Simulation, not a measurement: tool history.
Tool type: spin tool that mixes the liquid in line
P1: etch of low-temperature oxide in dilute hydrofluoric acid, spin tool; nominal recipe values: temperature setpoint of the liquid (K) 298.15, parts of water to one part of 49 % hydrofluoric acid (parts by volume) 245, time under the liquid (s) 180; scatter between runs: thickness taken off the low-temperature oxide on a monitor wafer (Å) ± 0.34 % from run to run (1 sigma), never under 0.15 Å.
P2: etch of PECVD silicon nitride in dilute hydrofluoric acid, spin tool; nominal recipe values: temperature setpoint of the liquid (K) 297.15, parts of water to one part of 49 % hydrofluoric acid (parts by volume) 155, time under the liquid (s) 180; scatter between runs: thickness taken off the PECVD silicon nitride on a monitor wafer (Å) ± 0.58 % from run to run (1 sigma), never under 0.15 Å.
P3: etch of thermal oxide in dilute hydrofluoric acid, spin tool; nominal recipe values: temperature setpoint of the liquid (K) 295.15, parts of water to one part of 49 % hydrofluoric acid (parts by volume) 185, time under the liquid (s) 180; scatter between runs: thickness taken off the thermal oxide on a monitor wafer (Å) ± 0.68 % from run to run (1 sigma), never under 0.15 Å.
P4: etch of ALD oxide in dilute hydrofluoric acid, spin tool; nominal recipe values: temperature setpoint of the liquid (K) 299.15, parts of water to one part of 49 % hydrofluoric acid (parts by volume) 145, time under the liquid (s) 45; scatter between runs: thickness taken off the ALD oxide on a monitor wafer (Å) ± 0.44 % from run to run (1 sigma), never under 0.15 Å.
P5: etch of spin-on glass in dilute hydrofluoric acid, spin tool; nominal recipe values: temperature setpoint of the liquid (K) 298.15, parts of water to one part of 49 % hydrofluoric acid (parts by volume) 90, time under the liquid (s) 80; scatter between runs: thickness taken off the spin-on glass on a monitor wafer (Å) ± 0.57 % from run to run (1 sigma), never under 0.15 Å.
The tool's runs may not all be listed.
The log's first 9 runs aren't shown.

run,hour,process that ran,temperature setpoint of the liquid (K),parts of water to one part of 49 % hydrofluoric acid (parts by volume),time under the liquid (s),hours since the thermometer was replaced,hours since the hydrofluoric acid flow meter was replaced,thickness taken off the low-temperature oxide on a monitor wafer (Å),thickness taken off the PECVD silicon nitride on a monitor wafer (Å),thickness taken off the thermal oxide on a monitor wafer (Å),thickness taken off the spin-on glass on a monitor wafer (Å),thickness taken off the ALD oxide on a monitor wafer (Å)
10,116.6,P1,298.15,55,180,804.4,1344.3,464.230,,,,
11,124.4,P1,294.65,375,180,812.2,1352.1,42.684,,,,
12,137.8,P1,298.15,245,25,825.6,1365.5,11.616,,,,
13,151.3,P1,303.65,245,340,839.1,1379.0,189.610,,,,
14,161.9,P1,303.15,245,180,849.7,1389.6,99.720,,,,
15,171.9,P3,290.15,185,180,859.7,1399.6,,,33.1690,,
16,180.0,P2,301.65,155,180,867.8,1407.7,,59.9280,,,
17,187.8,P4,299.15,145,15,875.6,1415.5,,,,,18.958
18,197.7,P4,299.15,145,45,885.5,1425.4,,,,,57.148
19,205.8,P4,302.65,145,45,893.6,1433.5,,,,,64.785
20,218.2,P1,298.15,245,180,906.0,1445.9,83.609,,,,
21,234.1,P2,297.15,155,180,921.9,1461.8,,45.2190,,,
# hour 234.8: thermometer replaced
# hour 236.4: hydrofluoric acid flow meter replaced
22,241.6,P3,295.15,330,180,6.9,5.3,,,19.3900,,
23,254.4,P1,298.15,245,180,19.7,18.1,83.252,,,,

Forecast run 24:
24,268.4,P2,297.15,290,180,33.7,32.1,,?,,,

thickness taken off the PECVD silicon nitride on a monitor wafer (Å): 24.6450
